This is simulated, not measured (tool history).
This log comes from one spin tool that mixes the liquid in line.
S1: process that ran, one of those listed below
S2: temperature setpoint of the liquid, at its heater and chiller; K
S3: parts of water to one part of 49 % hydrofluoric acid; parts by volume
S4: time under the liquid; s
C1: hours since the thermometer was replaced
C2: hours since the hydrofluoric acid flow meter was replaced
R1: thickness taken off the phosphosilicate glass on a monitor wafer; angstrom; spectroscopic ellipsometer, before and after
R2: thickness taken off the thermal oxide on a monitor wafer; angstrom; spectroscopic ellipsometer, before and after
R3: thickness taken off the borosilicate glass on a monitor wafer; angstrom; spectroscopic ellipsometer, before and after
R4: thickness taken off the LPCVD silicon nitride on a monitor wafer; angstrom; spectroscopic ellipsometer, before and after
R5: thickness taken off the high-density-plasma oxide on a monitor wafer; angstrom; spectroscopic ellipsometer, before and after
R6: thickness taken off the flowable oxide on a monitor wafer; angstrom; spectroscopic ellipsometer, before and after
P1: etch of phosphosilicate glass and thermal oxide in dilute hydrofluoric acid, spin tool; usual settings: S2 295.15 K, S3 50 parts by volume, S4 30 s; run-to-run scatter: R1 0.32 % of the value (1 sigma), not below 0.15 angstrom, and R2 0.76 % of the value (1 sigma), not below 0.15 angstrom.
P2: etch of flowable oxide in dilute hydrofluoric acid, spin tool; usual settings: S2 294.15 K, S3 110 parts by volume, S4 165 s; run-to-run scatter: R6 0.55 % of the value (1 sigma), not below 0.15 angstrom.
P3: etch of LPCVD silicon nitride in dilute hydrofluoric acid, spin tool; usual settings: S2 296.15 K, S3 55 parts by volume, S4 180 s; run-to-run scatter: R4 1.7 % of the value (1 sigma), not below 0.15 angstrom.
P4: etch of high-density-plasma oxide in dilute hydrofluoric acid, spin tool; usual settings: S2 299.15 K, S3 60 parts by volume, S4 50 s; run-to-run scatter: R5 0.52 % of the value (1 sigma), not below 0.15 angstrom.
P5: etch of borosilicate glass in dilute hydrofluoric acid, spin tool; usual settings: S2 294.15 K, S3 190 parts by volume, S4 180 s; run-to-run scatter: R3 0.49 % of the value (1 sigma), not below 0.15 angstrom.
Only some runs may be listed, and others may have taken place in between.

run	hour	S1	S2	S3	S4	C1	C2	R1	R2	R3	R4	R5	R6
1	6.2	P1	295.15	50	30	409.1	274.5	365.36	26.682				
2	15	P1	295.15	50	30	417.9	283.3	365.83	26.949				
3	19.6	P5	294.15	45	180	422.5	287.9			1652			
4	28.9	P3	296.15	20	180	431.8	297.2				42.433		
5	35.8	P4	299.15	60	15	438.7	304.1					14.597	
6	40.8	P2	294.15	110	15	443.7	309.1						38.767
7	48.5	P1	295.15	50	15	451.4	316.8	182.51	13.534				
8	57.8	P1	295.15	50	30	460.7	326.1	362.69	26.901				
9	62.8	P2	294.15	110	165	465.7	331.1						424.81
10	70.4	P1	295.15	70	30	473.3	338.7	254.23	18.731				
11	77.2	P2	300.65	110	165	480.1	345.5						545.41
12	85.6	P4	299.15	60	50	488.5	353.9					48.368	
13	91.4	P3	292.65	55	180	494.3	359.7				13.053		
14	97.8	P5	294.15	190	355	500.7	366.1			650.57			
15	104.8	P1	295.15	50	55	507.7	373.1	665.85	50.293				
16	110.5	P4	299.15	60	50	513.4	378.8					48.363	
17	118.6	P1	295.15	20	30	521.5	386.9	945.22	71.08				
18	127.8	P3	296.15	55	180	530.7	396.1				16.312		
19	134.1	P1	295.15	25	15	537	402.4	378.9	28.241				
20	141.8	P1	291.15	50	30	544.7	410.1	308.16	22.683				
21	149.8	P5	294.15	190	180	552.7	418.1			330.5			

Estimate the outcome of run 22 from the log above:
22	155.7	P3	296.15	55	180	558.6	424				?		

R4: 16.472 angstrom
